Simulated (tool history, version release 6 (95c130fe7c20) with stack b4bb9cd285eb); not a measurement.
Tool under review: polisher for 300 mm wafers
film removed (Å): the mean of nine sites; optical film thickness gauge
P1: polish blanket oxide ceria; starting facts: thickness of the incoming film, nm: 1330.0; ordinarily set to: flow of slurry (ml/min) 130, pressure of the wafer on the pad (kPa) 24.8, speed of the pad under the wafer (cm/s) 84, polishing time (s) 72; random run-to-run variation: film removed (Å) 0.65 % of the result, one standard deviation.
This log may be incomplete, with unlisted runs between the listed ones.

| run | hour | flow of slurry (ml/min) | pressure of the wafer on the pad (kPa) | speed of the pad under the wafer (cm/s) | polishing time (s) | wafers polished on this pad | hours since the slurry nozzle was cleaned | hours since the head pressure was calibrated | film removed (Å) |
|---|---|---|---|---|---|---|---|---|---|
| 1 | 8.6 | 130 | 24.8 | 84 | 72 | 465 | 357.9 | 535.5 | 3431.9 |
| 2 | 21.6 | 130 | 24.8 | 84 | 72 | 561 | 370.9 | 548.5 | 3437.4 |
| 3 | 32.8 | 130 | 24.8 | 84 | 43 | 643 | 382.1 | 559.7 | 2074.4 |
| 4 | 46 | 130 | 35.2 | 84 | 72 | 740 | 395.3 | 572.9 | 4817.6 |
| 5 | 53.7 | 130 | 24.8 | 38 | 72 | 797 | 403 | 580.6 | 1563.3 |
| 6 | 66 | 130 | 24.8 | 84 | 107 | 888 | 415.3 | 592.9 | 5094.4 |
| 7 | 78.9 | 130 | 11 | 84 | 72 | 983 | 428.2 | 605.8 | 1524 |
| 8 | 93.5 | 130 | 24.8 | 84 | 72 | 1090 | 442.8 | 620.4 | 3454.4 |
| 9 | 109.6 | 130 | 24.8 | 84 | 72 | 1209 | 458.9 | 636.5 | 3390.4 |
| 10 | 123.4 | 130 | 24.8 | 110 | 97 | 1311 | 472.7 | 650.3 | 6056.5 |
| 11 | 132.3 | 90 | 24.8 | 84 | 72 | 1376 | 481.6 | 659.2 | 3144.9 |
| 12 | 147.2 | 195 | 24.8 | 84 | 45 | 1486 | 496.5 | 674.1 | 2297.4 |
| 13 | 161.2 | 130 | 38.6 | 84 | 109 | 1589 | 510.5 | 688.1 | 8049.9 |
| 14 | 174.2 | 130 | 24.8 | 114 | 72 | 1685 | 523.5 | 701.1 | 4656.9 |
| 15 | 181.8 | 130 | 24.8 | 84 | 72 | 1741 | 531.1 | 708.7 | 3419.6 |
| 16 | 194.3 | 130 | 24.8 | 84 | 72 | 1833 | 543.6 | 721.2 | 3398.5 |
| 17 | 208.4 | 180 | 24.8 | 84 | 72 | 1937 | 557.7 | 735.3 | 3622.1 |
| 18 | 222.4 | 130 | 24.8 | 84 | 72 | 2040 | 571.7 | 749.3 | 3403 |
| 19 | 236.2 | 130 | 24.8 | 84 | 72 | 2142 | 585.5 | 763.1 | 3323.6 |
| 20 | 250.7 | 130 | 24.8 | 84 | 72 | 2249 | 600 | 777.6 | 3245.8 |
| 21 | 265 | 130 | 24.8 | 84 | 72 | 2354 | 614.3 | 791.9 | 3151.4 |
| 22 | 278.8 | 130 | 24.8 | 84 | 72 | 2456 | 628.1 | 805.7 | 3139.4 |
| 23 | 287.1 | 130 | 24.8 | 84 | 72 | 2517 | 636.4 | 814 | 3162.9 |
| 24 | 302 | 130 | 24.8 | 84 | 72 | 2627 | 651.3 | 828.9 | 3140.1 |
|  | 306.6 | head pressure recalibrated |
| 25 | 310.1 | 130 | 24.8 | 84 | 72 | 2686 | 659.4 | 3.6 | 3110.9 |
| 26 | 319.2 | 130 | 24.8 | 84 | 72 | 2753 | 668.5 | 12.7 | 3086.1 |
| 27 | 332.3 | 130 | 24.8 | 84 | 72 | 2850 | 681.6 | 25.8 | 3139.1 |
| 28 | 344.1 | 130 | 24.8 | 84 | 72 | 2937 | 693.4 | 37.6 | 3123.3 |
| 29 | 353 | 130 | 24.8 | 84 | 72 | 3002 | 702.3 | 46.5 | 3136.7 |

P1 no longer gives what it gave before; its output has crept away from where it was. The following 2 causes, each at its listed size, fit the log equally well:
A: slurry flow missing at the pad, % = 34.5
B: removal rate lost through wear of the pad, % = 9.64
The creep began at about hour 222.4.
Each remaining cause and why it is not a fit:
head's pressure below its setpoint, %: its service at hour 306.6 followed the start of the drift and did not put the process back to its old value

Which of the 4 check runs listed below, each an average over 5 wafers with its results shown as question marks, gives clearly different results under the different listed causes?
| check 1 | 361.9 | 130 | 24.8 | 106 | 72 |  |  |  | ? |
| check 2 | 361.9 | 130 | 17.9 | 84 | 72 |  |  |  | ? |
| check 3 | 361.9 | 130 | 12.4 | 84 | 72 |  |  |  | ? |
| check 4 | 361.9 | 170 | 24.8 | 84 | 72 |  |  |  | ? |

Expected result of each check under each candidate cause:
| check | result | if A | if B |
|---|---|---|---|
| check 1 | film removed (Å) | 3915.4 | 3915.5 |
| check 2 | film removed (Å) | 2240.9 | 2241 |
| check 3 | film removed (Å) | 1551.4 | 1551.4 |
| check 4 | film removed (Å) | 3323.2 | 3251.7 |
How far apart the two closest causes lie, in the result that separates them most: check 1 0 %; check 2 0 %; check 3 0 %; check 4 2.18 %
Check 4 distinguishes between the causes, while the remaining checks would return nearly the same result for all of them.

Check 4 was then run and gave: film removed (Å) 3250.6. Which cause is it?

The correct cause is B, namely: removal rate lost through wear of the pad, %.

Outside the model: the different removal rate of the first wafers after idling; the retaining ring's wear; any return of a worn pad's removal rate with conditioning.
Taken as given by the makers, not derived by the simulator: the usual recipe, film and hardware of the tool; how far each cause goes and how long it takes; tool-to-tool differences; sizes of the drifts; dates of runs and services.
